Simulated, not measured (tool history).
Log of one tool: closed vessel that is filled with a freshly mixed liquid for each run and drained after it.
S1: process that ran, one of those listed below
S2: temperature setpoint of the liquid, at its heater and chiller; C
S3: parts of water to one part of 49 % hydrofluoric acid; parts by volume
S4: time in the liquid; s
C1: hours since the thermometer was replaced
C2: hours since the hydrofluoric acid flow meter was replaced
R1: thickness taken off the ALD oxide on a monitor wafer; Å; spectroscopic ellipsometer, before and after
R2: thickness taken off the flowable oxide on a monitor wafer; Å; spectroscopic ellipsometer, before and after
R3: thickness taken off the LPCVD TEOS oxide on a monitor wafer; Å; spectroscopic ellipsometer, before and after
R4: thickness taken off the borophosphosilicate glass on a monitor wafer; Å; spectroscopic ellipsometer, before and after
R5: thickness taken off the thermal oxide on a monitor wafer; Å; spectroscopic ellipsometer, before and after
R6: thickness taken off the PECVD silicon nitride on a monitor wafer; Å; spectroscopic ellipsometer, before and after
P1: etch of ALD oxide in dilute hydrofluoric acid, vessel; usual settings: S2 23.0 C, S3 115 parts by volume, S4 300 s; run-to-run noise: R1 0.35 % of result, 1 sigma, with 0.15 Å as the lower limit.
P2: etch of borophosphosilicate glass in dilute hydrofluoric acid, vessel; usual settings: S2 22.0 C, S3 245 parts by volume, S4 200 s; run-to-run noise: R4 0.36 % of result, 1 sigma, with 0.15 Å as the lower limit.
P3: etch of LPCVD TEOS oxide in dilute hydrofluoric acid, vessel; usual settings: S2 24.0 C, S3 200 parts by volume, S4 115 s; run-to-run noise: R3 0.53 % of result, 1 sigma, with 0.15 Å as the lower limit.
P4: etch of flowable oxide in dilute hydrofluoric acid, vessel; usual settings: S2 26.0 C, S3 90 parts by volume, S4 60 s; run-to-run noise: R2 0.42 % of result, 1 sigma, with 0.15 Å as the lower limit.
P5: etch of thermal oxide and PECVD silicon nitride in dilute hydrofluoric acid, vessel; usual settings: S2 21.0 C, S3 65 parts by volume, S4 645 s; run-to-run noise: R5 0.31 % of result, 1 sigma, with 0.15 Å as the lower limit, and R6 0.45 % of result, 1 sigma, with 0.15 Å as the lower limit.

{"run": 1, "hour": 3.3, "S1": "P1", "S2": 23.0, "S3": 115, "S4": 300, "C1": 279.6, "C2": 179.1, "R1": 243.94}
{"run": 2, "hour": 5.5, "S1": "P4", "S2": 33.0, "S3": 90, "S4": 60, "C1": 281.8, "C2": 181.3, "R2": 566.34}
{"run": 3, "hour": 8.0, "S1": "P1", "S2": 17.5, "S3": 115, "S4": 300, "C1": 284.3, "C2": 183.8, "R1": 195.09}
{"run": 4, "hour": 10.4, "S1": "P1", "S2": 23.0, "S3": 50, "S4": 300, "C1": 286.7, "C2": 186.2, "R1": 607.42}
{"run": 5, "hour": 12.6, "S1": "P3", "S2": 24.0, "S3": 200, "S4": 30, "C1": 288.9, "C2": 188.4, "R3": 34.087}
{"run": 6, "hour": 16.0, "S1": "P4", "S2": 26.0, "S3": 90, "S4": 115, "C1": 292.3, "C2": 191.8, "R2": 834.57}
{"run": 7, "hour": 18.5, "S1": "P1", "S2": 23.0, "S3": 115, "S4": 300, "C1": 294.8, "C2": 194.3, "R1": 244.16}
{"run": 8, "hour": 22.0, "S1": "P2", "S2": 22.0, "S3": 245, "S4": 200, "C1": 298.3, "C2": 197.8, "R4": 314.36}
{"run": 9, "hour": 25.8, "S1": "P5", "S2": 21.0, "S3": 65, "S4": 645, "C1": 302.1, "C2": 201.6, "R5": 463.27, "R6": 140.53}
{"run": 10, "hour": 28.1, "S1": "P1", "S2": 27.5, "S3": 115, "S4": 300, "C1": 304.4, "C2": 203.9, "R1": 291.16}
{"run": 11, "hour": 30.7, "S1": "P2", "S2": 22.0, "S3": 420, "S4": 200, "C1": 307.0, "C2": 206.5, "R4": 155.87}
{"run": 12, "hour": 35.0, "S1": "P2", "S2": 22.0, "S3": 245, "S4": 200, "C1": 311.3, "C2": 210.8, "R4": 312.38}
{"run": 13, "hour": 39.3, "S1": "P5", "S2": 17.0, "S3": 65, "S4": 645, "C1": 315.6, "C2": 215.1, "R5": 391.68, "R6": 106.52}
{"run": 14, "hour": 42.9, "S1": "P3", "S2": 24.0, "S3": 200, "S4": 115, "C1": 319.2, "C2": 218.7, "R3": 130.72}
{"run": 15, "hour": 46.8, "S1": "P3", "S2": 24.0, "S3": 365, "S4": 115, "C1": 323.1, "C2": 222.6, "R3": 60.889}
{"run": 16, "hour": 51.0, "S1": "P1", "S2": 23.0, "S3": 115, "S4": 300, "C1": 327.3, "C2": 226.8, "R1": 241.6}
{"run": 17, "hour": 53.6, "S1": "P1", "S2": 23.0, "S3": 115, "S4": 430, "C1": 329.9, "C2": 229.4, "R1": 349.32}
{"run": 18, "hour": 57.6, "S1": "P4", "S2": 26.0, "S3": 90, "S4": 60, "C1": 333.9, "C2": 233.4, "R2": 436.89}
{"run": 19, "hour": 61.2, "S1": "P3", "S2": 17.0, "S3": 200, "S4": 115, "C1": 337.5, "C2": 237.0, "R3": 99.042}
{"run": 20, "hour": 63.4, "S1": "P2", "S2": 22.0, "S3": 245, "S4": 345, "C1": 339.7, "C2": 239.2, "R4": 541.94}
{"run": 21, "hour": 67.2, "S1": "P1", "S2": 23.0, "S3": 155, "S4": 85, "C1": 343.5, "C2": 243.0, "R1": 49.167}
{"run": 22, "hour": 69.6, "S1": "P5", "S2": 21.0, "S3": 65, "S4": 280, "C1": 345.9, "C2": 245.4, "R5": 200.68, "R6": 60.604}
{"run": 23, "hour": 73.5, "S1": "P1", "S2": 23.0, "S3": 180, "S4": 300, "C1": 349.8, "C2": 249.3, "R1": 144.98}
{"run": 24, "hour": 76.4, "S1": "P1", "S2": 23.0, "S3": 115, "S4": 65, "C1": 352.7, "C2": 252.2, "R1": 53.033}
{"run": 25, "hour": 78.6, "S1": "P4", "S2": 26.0, "S3": 55, "S4": 60, "C1": 354.9, "C2": 254.4, "R2": 745.65}
{"run": 26, "hour": 82.3, "S1": "P1", "S2": 30.5, "S3": 75, "S4": 300, "C1": 358.6, "C2": 258.1, "R1": 528.62}
{"run": 27, "hour": 86.1, "S1": "P1", "S2": 23.0, "S3": 115, "S4": 300, "C1": 362.4, "C2": 261.9, "R1": 243.62}
{"run": 28, "hour": 89.3, "S1": "P5", "S2": 21.0, "S3": 100, "S4": 645, "C1": 365.6, "C2": 265.1, "R5": 287.43, "R6": 91.977}
{"run": 29, "hour": 93.2, "S1": "P1", "S2": 23.0, "S3": 115, "S4": 300, "C1": 369.5, "C2": 269.0, "R1": 243.02}
{"run": 30, "hour": 97.6, "S1": "P2", "S2": 17.0, "S3": 245, "S4": 200, "C1": 373.9, "C2": 273.4, "R4": 259.28}
{"run": 31, "hour": 101.4, "S1": "P1", "S2": 23.0, "S3": 115, "S4": 300, "C1": 377.7, "C2": 277.2, "R1": 241.76}
{"run": 32, "hour": 105.2, "S1": "P1", "S2": 23.0, "S3": 115, "S4": 300, "C1": 381.5, "C2": 281.0, "R1": 242.57}
{"run": 33, "hour": 109.7, "S1": "P1", "S2": 23.0, "S3": 115, "S4": 300, "C1": 386.0, "C2": 285.5, "R1": 234.76}
{"run": 34, "hour": 111.8, "S1": "P1", "S2": 23.0, "S3": 115, "S4": 300, "C1": 388.1, "C2": 287.6, "R1": 231.25}
{"run": 35, "hour": 114.6, "S1": "P1", "S2": 23.0, "S3": 115, "S4": 300, "C1": 390.9, "C2": 290.4, "R1": 228.14}
{"run": 36, "hour": 118.3, "S1": "P1", "S2": 23.0, "S3": 115, "S4": 300, "C1": 394.6, "C2": 294.1, "R1": 227.03}
{"run": 37, "hour": 121.1, "S1": "P1", "S2": 23.0, "S3": 115, "S4": 300, "C1": 397.4, "C2": 296.9, "R1": 226.83}
{"run": 38, "hour": 123.8, "S1": "P1", "S2": 23.0, "S3": 115, "S4": 300, "C1": 400.1, "C2": 299.6, "R1": 226.05}
{"run": 39, "hour": 127.0, "S1": "P1", "S2": 23.0, "S3": 115, "S4": 300, "C1": 403.3, "C2": 302.8, "R1": 225.46}

P1 no longer gives what it gave before; its output has crept away from where it was. The following 2 causes, each at its listed size, fit the log equally well:
A: hydrofluoric acid flow below the setpoint (%) = 6.41
B: liquid colder than its thermometer reads (K) = 1.89
The onset of the drift is placed at about hour 105.2.

Listed below are the offered check runs, one wafer per run, with question marks in place of results. For which of them would the causes give clearly different outcomes?
{"run": "check 1", "hour": 130.2, "S1": "P4", "S2": 32.0, "S3": 90, "S4": 110, "R2": "?"}
{"run": "check 2", "hour": 130.2, "S1": "P3", "S2": 18.5, "S3": 200, "S4": 40, "R3": "?"}
{"run": "check 3", "hour": 130.2, "S1": "P2", "S2": 17.0, "S3": 245, "S4": 200, "R4": "?"}
{"run": "check 4", "hour": 130.2, "S1": "P5", "S2": 21.0, "S3": 65, "S4": 375, "R5": "?", "R6": "?"}

Check results expected under each cause:
check=check_1 result=R2 if_A=931.52 if_B=935.84
check=check_2 result=R3 if_A=33.925 if_B=34.068
check=check_3 result=R4 if_A=239.59 if_B=241.13
check=check_4 result=R5 if_A=250.81 if_B=248.85
check=check_4 result=R6 if_A=76.485 if_B=71.619
Gap, in per cent, between the two causes that each check separates least, read from the result that separates them most: check 1 0.46 %; check 2 0.42 %; check 3 0.64 %; check 4 6.57 %
Check 4 tells the causes apart: in the others they would give nearly the same result.

Running check 4 produced the following: R5 250.63 Å; R6 76.393 Å. Which one of the listed causes fits?

The correct cause is A, namely: hydrofluoric acid flow below the setpoint (%).
